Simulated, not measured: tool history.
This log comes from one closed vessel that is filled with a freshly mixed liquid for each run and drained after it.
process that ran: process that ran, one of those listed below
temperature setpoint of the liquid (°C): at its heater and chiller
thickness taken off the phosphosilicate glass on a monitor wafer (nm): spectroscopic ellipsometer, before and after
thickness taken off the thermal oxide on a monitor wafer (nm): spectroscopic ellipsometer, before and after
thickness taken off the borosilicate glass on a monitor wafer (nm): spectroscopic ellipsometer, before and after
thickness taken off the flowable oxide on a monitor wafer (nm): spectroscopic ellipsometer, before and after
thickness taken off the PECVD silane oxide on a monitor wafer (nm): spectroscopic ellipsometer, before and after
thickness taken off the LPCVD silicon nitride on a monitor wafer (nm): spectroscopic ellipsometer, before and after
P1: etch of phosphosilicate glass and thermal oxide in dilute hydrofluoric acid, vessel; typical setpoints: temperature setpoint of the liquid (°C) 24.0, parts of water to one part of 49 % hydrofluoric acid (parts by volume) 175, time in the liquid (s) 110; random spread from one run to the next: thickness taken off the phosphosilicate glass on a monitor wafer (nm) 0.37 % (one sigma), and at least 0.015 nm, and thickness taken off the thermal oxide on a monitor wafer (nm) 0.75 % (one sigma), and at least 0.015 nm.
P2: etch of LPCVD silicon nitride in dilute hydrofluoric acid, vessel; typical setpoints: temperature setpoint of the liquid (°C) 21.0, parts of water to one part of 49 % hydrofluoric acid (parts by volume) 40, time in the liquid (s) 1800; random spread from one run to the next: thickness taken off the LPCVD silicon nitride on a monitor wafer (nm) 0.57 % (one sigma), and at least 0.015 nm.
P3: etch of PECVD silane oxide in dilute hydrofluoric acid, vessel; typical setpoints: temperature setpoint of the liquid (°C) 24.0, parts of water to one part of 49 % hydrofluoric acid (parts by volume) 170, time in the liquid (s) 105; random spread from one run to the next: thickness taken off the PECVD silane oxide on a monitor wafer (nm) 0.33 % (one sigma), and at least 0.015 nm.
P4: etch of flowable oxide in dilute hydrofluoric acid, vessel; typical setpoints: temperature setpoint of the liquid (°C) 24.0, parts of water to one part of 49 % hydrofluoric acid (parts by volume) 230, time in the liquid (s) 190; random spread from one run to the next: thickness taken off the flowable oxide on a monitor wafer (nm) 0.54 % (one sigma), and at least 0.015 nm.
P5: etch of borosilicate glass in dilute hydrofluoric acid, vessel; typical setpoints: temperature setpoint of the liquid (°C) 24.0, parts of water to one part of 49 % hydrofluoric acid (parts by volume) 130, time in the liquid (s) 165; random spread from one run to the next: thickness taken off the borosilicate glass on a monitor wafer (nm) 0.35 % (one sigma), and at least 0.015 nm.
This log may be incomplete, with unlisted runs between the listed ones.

| run | hour | process that ran | temperature setpoint of the liquid (°C) | parts of water to one part of 49 % hydrofluoric acid (parts by volume) | time in the liquid (s) | hours since the thermometer was replaced | hours since the hydrofluoric acid flow meter was replaced | thickness taken off the phosphosilicate glass on a monitor wafer (nm) | thickness taken off the thermal oxide on a monitor wafer (nm) | thickness taken off the borosilicate glass on a monitor wafer (nm) | thickness taken off the flowable oxide on a monitor wafer (nm) | thickness taken off the PECVD silane oxide on a monitor wafer (nm) | thickness taken off the LPCVD silicon nitride on a monitor wafer (nm) |
|---|---|---|---|---|---|---|---|---|---|---|---|---|---|
| 1 | 12.4 | P1 | 24.0 | 175 | 110 | 307.2 | 88.0 | 34.946 | 2.8378 |  |  |  |  |
| 2 | 21.4 | P1 | 24.0 | 175 | 110 | 316.2 | 97.0 | 34.882 | 2.8336 |  |  |  |  |
| 3 | 32.9 | P5 | 24.0 | 130 | 330 | 327.7 | 108.5 |  |  | 78.842 |  |  |  |
| 4 | 41.7 | P4 | 24.0 | 145 | 190 | 336.5 | 117.3 |  |  |  | 58.760 |  |  |
| 5 | 54.7 | P3 | 24.0 | 285 | 105 | 349.5 | 130.3 |  |  |  |  | 9.5589 |  |
| 6 | 67.1 | P4 | 24.0 | 230 | 190 | 361.9 | 142.7 |  |  |  | 33.390 |  |  |
| 7 | 82.8 | P2 | 21.0 | 40 | 1800 | 377.6 | 158.4 |  |  |  |  |  | 15.576 |
| 8 | 95.5 | P2 | 21.0 | 40 | 3500 | 390.3 | 171.1 |  |  |  |  |  | 30.094 |
| 9 | 103.8 | P5 | 32.5 | 130 | 165 | 398.6 | 179.4 |  |  | 54.085 |  |  |  |
| 10 | 119.8 | P4 | 24.0 | 230 | 190 | 414.6 | 195.4 |  |  |  | 33.692 |  |  |
| 11 | 130.0 | P5 | 24.0 | 130 | 165 | 424.8 | 205.6 |  |  | 39.144 |  |  |  |
| 12 | 145.8 | P2 | 25.0 | 40 | 1800 | 440.6 | 221.4 |  |  |  |  |  | 20.433 |
| 13 | 160.9 | P1 | 24.0 | 175 | 185 | 455.7 | 236.5 | 58.505 | 4.6591 |  |  |  |  |
| 14 | 174.7 | P5 | 24.0 | 130 | 165 | 469.5 | 250.3 |  |  | 39.378 |  |  |  |
| 15 | 185.6 | P2 | 21.0 | 40 | 1800 | 480.4 | 261.2 |  |  |  |  |  | 15.346 |
| 16 | 198.4 | P1 | 20.5 | 65 | 110 | 493.2 | 274.0 | 92.439 | 7.5074 |  |  |  |  |
| 17 | 214.8 | P1 | 24.0 | 270 | 110 | 509.6 | 290.4 | 20.434 | 1.6596 |  |  |  |  |
| 18 | 222.5 | P3 | 24.0 | 170 | 30 | 517.3 | 298.1 |  |  |  |  | 5.1597 |  |
| 19 | 238.7 | P1 | 24.0 | 175 | 110 | 533.5 | 314.3 | 34.682 | 2.7921 |  |  |  |  |
| 20 | 249.3 | P1 | 31.0 | 175 | 110 | 544.1 | 324.9 | 45.088 | 3.6038 |  |  |  |  |

What will run 21 give?
| 21 | 262.2 | P1 | 24.0 | 45 | 110 | 557.0 | 337.8 | ? | ? |  |  |  |  |

{"run 21": {"thickness taken off the phosphosilicate glass on a monitor wafer (nm)": 158.24, "thickness taken off the thermal oxide on a monitor wafer (nm)": 12.785}}

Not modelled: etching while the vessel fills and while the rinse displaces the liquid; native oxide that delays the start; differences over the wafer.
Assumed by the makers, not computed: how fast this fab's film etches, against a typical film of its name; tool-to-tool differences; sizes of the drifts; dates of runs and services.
